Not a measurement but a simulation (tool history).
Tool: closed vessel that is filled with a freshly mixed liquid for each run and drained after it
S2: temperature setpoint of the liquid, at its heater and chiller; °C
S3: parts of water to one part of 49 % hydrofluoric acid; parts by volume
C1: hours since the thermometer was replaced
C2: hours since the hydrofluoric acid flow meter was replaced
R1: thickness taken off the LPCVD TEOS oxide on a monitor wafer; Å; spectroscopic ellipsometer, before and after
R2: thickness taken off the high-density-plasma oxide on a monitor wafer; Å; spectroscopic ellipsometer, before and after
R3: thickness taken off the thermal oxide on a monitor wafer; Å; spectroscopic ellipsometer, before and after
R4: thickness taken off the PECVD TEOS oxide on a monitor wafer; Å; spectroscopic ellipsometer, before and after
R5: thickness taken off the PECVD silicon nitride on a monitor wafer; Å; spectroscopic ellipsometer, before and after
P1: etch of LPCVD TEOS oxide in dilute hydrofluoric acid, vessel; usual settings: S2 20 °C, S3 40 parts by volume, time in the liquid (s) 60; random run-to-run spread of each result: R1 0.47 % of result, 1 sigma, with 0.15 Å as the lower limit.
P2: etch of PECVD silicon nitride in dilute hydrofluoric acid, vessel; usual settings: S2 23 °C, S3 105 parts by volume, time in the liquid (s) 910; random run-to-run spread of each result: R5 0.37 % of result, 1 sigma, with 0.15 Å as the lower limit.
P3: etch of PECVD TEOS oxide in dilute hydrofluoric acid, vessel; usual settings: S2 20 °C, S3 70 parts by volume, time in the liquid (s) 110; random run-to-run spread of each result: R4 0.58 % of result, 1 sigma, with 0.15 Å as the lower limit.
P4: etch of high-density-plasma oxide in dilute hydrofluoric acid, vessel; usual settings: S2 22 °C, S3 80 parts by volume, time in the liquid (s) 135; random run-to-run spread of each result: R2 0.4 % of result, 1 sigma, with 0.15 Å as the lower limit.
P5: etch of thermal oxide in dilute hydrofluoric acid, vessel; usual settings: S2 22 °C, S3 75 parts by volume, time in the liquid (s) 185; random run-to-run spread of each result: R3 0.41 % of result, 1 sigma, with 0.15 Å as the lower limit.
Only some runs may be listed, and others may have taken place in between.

run 1 hour=6.9 | process_that_ran=P1 S2=20 S3=40 time_in_the_liquid_(s)=60 | C1=1303.5 C2=265.3 | R1=528.82
run 2 hour=14.6 | process_that_ran=P4 S2=22 S3=80 time_in_the_liquid_(s)=135 | C1=1311.2 C2=273 | R2=144.12
run 3 hour=18.3 | process_that_ran=P5 S2=22 S3=75 time_in_the_liquid_(s)=185 | C1=1314.9 C2=276.7 | R3=114
run 4 hour=21.8 | process_that_ran=P3 S2=20 S3=110 time_in_the_liquid_(s)=110 | C1=1318.4 C2=280.2 | R4=155.02
run 5 hour=29.1 | process_that_ran=P1 S2=20 S3=40 time_in_the_liquid_(s)=60 | C1=1325.7 C2=287.5 | R1=529.92
run 6 hour=36.1 | process_that_ran=P1 S2=17 S3=40 time_in_the_liquid_(s)=30 | C1=1332.7 C2=294.5 | R1=232.16
run 7 hour=42 | process_that_ran=P1 S2=20 S3=65 time_in_the_liquid_(s)=60 | C1=1338.6 C2=300.4 | R1=315.41
run 8 hour=49 | process_that_ran=P4 S2=22 S3=80 time_in_the_liquid_(s)=30 | C1=1345.6 C2=307.4 | R2=32.01
run 9 hour=54.5 | process_that_ran=P5 S2=22 S3=75 time_in_the_liquid_(s)=185 | C1=1351.1 C2=312.9 | R3=114.39
run 10 hour=60.9 | process_that_ran=P1 S2=20 S3=40 time_in_the_liquid_(s)=60 | C1=1357.5 C2=319.3 | R1=525.53
run 11 hour=67.3 | process_that_ran=P1 S2=20 S3=40 time_in_the_liquid_(s)=60 | C1=1363.9 C2=325.7 | R1=523.8
run 12 hour=71.8 | process_that_ran=P4 S2=22 S3=40 time_in_the_liquid_(s)=135 | C1=1368.4 C2=330.2 | R2=299.55
run 13 hour=76.9 | process_that_ran=P2 S2=23 S3=105 time_in_the_liquid_(s)=1455 | C1=1373.5 C2=335.3 | R5=470
run 14 hour=80.7 | process_that_ran=P4 S2=29.5 S3=80 time_in_the_liquid_(s)=135 | C1=1377.3 C2=339.1 | R2=192.31
run 15 hour=84.5 | process_that_ran=P5 S2=22 S3=20 time_in_the_liquid_(s)=185 | C1=1381.1 C2=342.9 | R3=457.49
run 16 hour=92 | process_that_ran=P1 S2=20 S3=40 time_in_the_liquid_(s)=60 | C1=1388.6 C2=350.4 | R1=527.77
run 17 hour=96 | process_that_ran=P1 S2=20 S3=40 time_in_the_liquid_(s)=110 | C1=1392.6 C2=354.4 | R1=963.05
run 18 hour=100.7 | process_that_ran=P1 S2=17 S3=40 time_in_the_liquid_(s)=60 | C1=1397.3 C2=359.1 | R1=459.72
run 19 hour=104.4 | process_that_ran=P2 S2=23 S3=175 time_in_the_liquid_(s)=910 | C1=1401 C2=362.8 | R5=176.3
run 20 hour=108.6 | process_that_ran=P3 S2=20 S3=70 time_in_the_liquid_(s)=205 | C1=1405.2 C2=367 | R4=475.23
run 21 hour=112.9 | process_that_ran=P2 S2=23 S3=105 time_in_the_liquid_(s)=910 | C1=1409.5 C2=371.3 | R5=293.34

Run 22 has not been measured yet. What should we expect?
run 22 hour=119.1 | process_that_ran=P1 S2=20 S3=40 time_in_the_liquid_(s)=60 | C1=1415.7 C2=377.5 | R1=?

R1: 528.44 Å
